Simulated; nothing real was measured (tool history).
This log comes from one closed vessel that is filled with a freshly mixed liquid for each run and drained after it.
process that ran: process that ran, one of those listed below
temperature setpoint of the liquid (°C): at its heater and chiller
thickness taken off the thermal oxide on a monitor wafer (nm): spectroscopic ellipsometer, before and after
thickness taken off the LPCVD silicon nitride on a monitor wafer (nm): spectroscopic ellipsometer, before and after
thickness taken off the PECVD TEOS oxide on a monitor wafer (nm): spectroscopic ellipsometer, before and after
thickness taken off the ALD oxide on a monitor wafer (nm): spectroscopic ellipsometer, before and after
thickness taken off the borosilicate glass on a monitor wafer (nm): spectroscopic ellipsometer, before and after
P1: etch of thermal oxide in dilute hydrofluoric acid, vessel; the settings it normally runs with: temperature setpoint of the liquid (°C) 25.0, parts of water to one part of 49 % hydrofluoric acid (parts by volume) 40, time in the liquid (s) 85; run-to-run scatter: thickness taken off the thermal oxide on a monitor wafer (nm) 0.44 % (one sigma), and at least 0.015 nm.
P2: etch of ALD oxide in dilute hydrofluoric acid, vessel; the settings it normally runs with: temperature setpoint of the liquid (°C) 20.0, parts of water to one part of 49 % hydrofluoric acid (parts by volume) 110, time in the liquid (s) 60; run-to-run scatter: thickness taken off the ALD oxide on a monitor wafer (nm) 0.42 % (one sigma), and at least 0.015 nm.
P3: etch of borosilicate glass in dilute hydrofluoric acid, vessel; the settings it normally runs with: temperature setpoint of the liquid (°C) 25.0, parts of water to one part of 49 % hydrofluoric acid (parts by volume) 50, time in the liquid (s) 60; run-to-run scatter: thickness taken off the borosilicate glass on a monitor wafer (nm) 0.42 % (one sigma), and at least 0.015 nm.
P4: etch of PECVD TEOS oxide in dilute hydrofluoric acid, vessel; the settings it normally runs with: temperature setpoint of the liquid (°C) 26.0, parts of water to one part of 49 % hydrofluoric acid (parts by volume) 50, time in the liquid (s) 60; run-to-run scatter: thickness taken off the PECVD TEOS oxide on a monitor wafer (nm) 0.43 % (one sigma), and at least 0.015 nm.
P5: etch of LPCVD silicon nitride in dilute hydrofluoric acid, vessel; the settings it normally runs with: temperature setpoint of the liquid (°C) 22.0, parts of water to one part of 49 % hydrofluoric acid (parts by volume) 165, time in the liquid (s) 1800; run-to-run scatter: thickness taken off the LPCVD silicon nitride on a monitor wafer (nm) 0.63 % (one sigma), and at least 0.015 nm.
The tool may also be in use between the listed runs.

run   hour  process that ran  temperature setpoint of the liquid (°C)  parts of water to one part of 49 % hydrofluoric acid (parts by volume)  time in the liquid (s)  thickness taken off the thermal oxide on a monitor wafer (nm)  thickness taken off the LPCVD silicon nitride on a monitor wafer (nm)  thickness taken off the PECVD TEOS oxide on a monitor wafer (nm)  thickness taken off the ALD oxide on a monitor wafer (nm)  thickness taken off the borosilicate glass on a monitor wafer (nm)
  1    9.9                P1                                     25.0                                                                      40                      85                                                        11.2120
  2   19.8                P5                                     17.0                                                                     165                    1800                                                                                                                                3.4690
  3   28.5                P4                                     31.5                                                                      50                      60                                                                                                                                                                                                  31.248
  4   34.9                P1                                     25.0                                                                      40                      85                                                        11.2360
  5   44.1                P1                                     25.0                                                                      40                      85                                                        11.1790
  6   53.1                P1                                     25.0                                                                      40                      85                                                        11.1770
  7   61.3                P1                                     25.0                                                                      40                     155                                                        20.3090
  8   70.5                P4                                     26.0                                                                      50                      60                                                                                                                                                                                                  25.135
  9   80.1                P2                                     20.0                                                                     110                      30                                                                                                                                                                                                                                                             3.2306
 10   84.9                P1                                     25.0                                                                      20                      85                                                        22.9380
 11   92.0                P1                                     25.0                                                                      40                      30                                                         3.9321
 12   97.2                P2                                     20.0                                                                     110                      60                                                                                                                                                                                                                                                             6.4939
 13  105.7                P1                                     31.5                                                                      40                      85                                                        14.4340
 14  114.3                P5                                     22.0                                                                     165                    1020                                                                                                                                2.7128
 15  122.2                P4                                     26.0                                                                      50                      95                                                                                                                                                                                                  39.836
 16  132.4                P3                                     32.5                                                                      50                      60                                                                                                                                                                                                                                                                                                                                 65.676
 17  138.1                P3                                     25.0                                                                      50                      30                                                                                                                                                                                                                                                                                                                                 24.723
 18  147.6                P4                                     26.0                                                                      50                      60                                                                                                                                                                                                  25.041
 19  157.8                P5                                     22.0                                                                     290                    1800                                                                                                                                2.7353
 20  165.3                P2                                     20.0                                                                     185                      60                                                                                                                                                                                                                                                             3.5122
 21  171.2                P5                                     22.0                                                                     165                    1800                                                                                                                                4.7984
 22  179.5                P1                                     19.0                                                                      70                      85                                                         4.7602
 23  189.0                P1                                     19.0                                                                      20                      85                                                        17.7240
 24  196.5                P2                                     17.0                                                                     110                      60                                                                                                                                                                                                                                                             5.7016
 25  203.1                P1                                     19.0                                                                      40                      85                                                         8.6211
 26  210.5                P3                                     25.0                                                                      25                      60                                                                                                                                                                                                                                                                                                                                101.760
 27  217.2                P3                                     25.0                                                                      50                      60                                                                                                                                                                                                                                                                                                                                 48.895
 28  226.5                P4                                     26.0                                                                      20                      60                                                                                                                                                                                                  65.874
 29  232.4                P1                                     25.0                                                                      65                      85                                                         6.6002
 30  238.9                P5                                     22.0                                                                     165                    1800                                                                                                                                4.7834
 31  244.3                P1                                     25.0                                                                      40                      85                                                        11.1120
 32  251.9                P1                                     25.0                                                                      40                      85                                                        11.1770
 33  258.0                P1                                     25.0                                                                      40                      85                                                        11.3310
 34  263.6                P1                                     25.0                                                                      40                      85                                                        11.5000
 35  273.9                P1                                     25.0                                                                      40                      85                                                        11.8220
 36  282.4                P1                                     25.0                                                                      40                      85                                                        11.8610
 37  290.6                P1                                     25.0                                                                      40                      85                                                        12.0060
 38  297.0                P1                                     25.0                                                                      40                      85                                                        11.9780
 39  303.8                P1                                     25.0                                                                      40                      85                                                        12.1030
 40  314.2                P1                                     25.0                                                                      40                      85                                                        12.1180
 41  323.9                P1                                     25.0                                                                      40                      85                                                        12.0560
 42  334.2                P1                                     25.0                                                                      40                      85                                                        12.0770

Something has made what P1 gives creep away from where it was; the 2 causes below, each at its own stated size, fit the log equally well:
A: liquid hotter than its thermometer reads (K) = 2.04
B: hydrofluoric acid flow above the setpoint (%) = 8.21
Creep in the process output first set in at about hour 251.9.

Below are 4 check runs, each averaged over 2 wafers, with their results shown as question marks. Which of them would give clearly different results depending on which cause is behind the drift?
check 1  344.5                P3                                     32.5                                                                      50                      40                                                                                                                                                                                                                                                                                                                                      ?
check 2  344.5                P4                                     26.0                                                                      20                      90                                                                                                                                                                                                       ?
check 3  344.5                P2                                     17.0                                                                     175                      60                                                                                                                                                                                                                                                                  ?
check 4  344.5                P5                                     22.0                                                                     245                    1800                                                                                                                                     ?

Predicted outcomes, by check and by cause:
  check                                                                 result     if A     if B
check 1     thickness taken off the borosilicate glass on a monitor wafer (nm)   47.569   47.913
check 2       thickness taken off the PECVD TEOS oxide on a monitor wafer (nm)  107.330  107.000
check 3              thickness taken off the ALD oxide on a monitor wafer (nm)   3.6542   3.6905
check 4  thickness taken off the LPCVD silicon nitride on a monitor wafer (nm)   3.6951   3.5122
Per-check spread between the two closest causes, in the result where they differ most: check 1 0.72 %; check 2 0.3 %; check 3 0.99 %; check 4 5.08 %
Only check 4 tells the causes apart: in the others they would give nearly the same result.

After running check 4, the following was obtained: thickness taken off the LPCVD silicon nitride on a monitor wafer (nm) 3.6877. Which cause does this point to?

It is A: liquid hotter than its thermometer reads (K).
